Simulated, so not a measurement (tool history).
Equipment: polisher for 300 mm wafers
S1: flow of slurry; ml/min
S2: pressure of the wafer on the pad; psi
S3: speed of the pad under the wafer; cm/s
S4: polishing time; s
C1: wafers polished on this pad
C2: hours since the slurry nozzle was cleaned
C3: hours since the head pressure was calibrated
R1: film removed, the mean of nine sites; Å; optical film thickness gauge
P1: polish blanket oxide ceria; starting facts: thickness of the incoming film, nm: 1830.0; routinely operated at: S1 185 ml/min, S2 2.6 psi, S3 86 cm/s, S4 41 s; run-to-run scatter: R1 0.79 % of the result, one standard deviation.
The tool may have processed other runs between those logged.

run 1 hour=5.1 | S1=185 S2=2.6 S3=86 S4=41 | C1=891 C2=262.3 C3=312.5 | R1=1314.60
run 2 hour=9.9 | S1=250 S2=2.6 S3=86 S4=41 | C1=936 C2=267.1 C3=317.3 | R1=1377.10
run 3 hour=14.4 | S1=185 S2=2.6 S3=132 S4=41 | C1=978 C2=271.6 C3=321.8 | R1=2034.20
run 4 hour=19.3 | S1=110 S2=2.6 S3=86 S4=41 | C1=1023 C2=276.5 C3=326.7 | R1=1205.20
run 5 hour=26.4 | S1=185 S2=2.6 S3=38 S4=41 | C1=1090 C2=283.6 C3=333.8 | R1=588.88
run 6 hour=30.3 | S1=185 S2=2.6 S3=86 S4=41 | C1=1126 C2=287.5 C3=337.7 | R1=1320.60
run 7 hour=38.1 | S1=185 S2=2.6 S3=86 S4=41 | C1=1199 C2=295.3 C3=345.5 | R1=1311.20
run 8 hour=43.5 | S1=185 S2=1.5 S3=86 S4=41 | C1=1250 C2=300.7 C3=350.9 | R1=764.62
run 9 hour=47.3 | S1=185 S2=3.9 S3=86 S4=41 | C1=1285 C2=304.5 C3=354.7 | R1=1995.30
run 10 hour=50.8 | S1=185 S2=2.6 S3=86 S4=58 | C1=1318 C2=308.0 C3=358.2 | R1=1878.10
run 11 hour=56.9 | S1=185 S2=2.6 S3=86 S4=22 | C1=1375 C2=314.1 C3=364.3 | R1=716.13

Run 12 is up next; what results do you expect?
-- hour=59.3 worn pad replaced by a new one
run 12 hour=61.3 | S1=185 S2=2.6 S3=86 S4=41 | C1=18 C2=318.5 C3=368.7 | R1=?

R1: 1322.90 Å

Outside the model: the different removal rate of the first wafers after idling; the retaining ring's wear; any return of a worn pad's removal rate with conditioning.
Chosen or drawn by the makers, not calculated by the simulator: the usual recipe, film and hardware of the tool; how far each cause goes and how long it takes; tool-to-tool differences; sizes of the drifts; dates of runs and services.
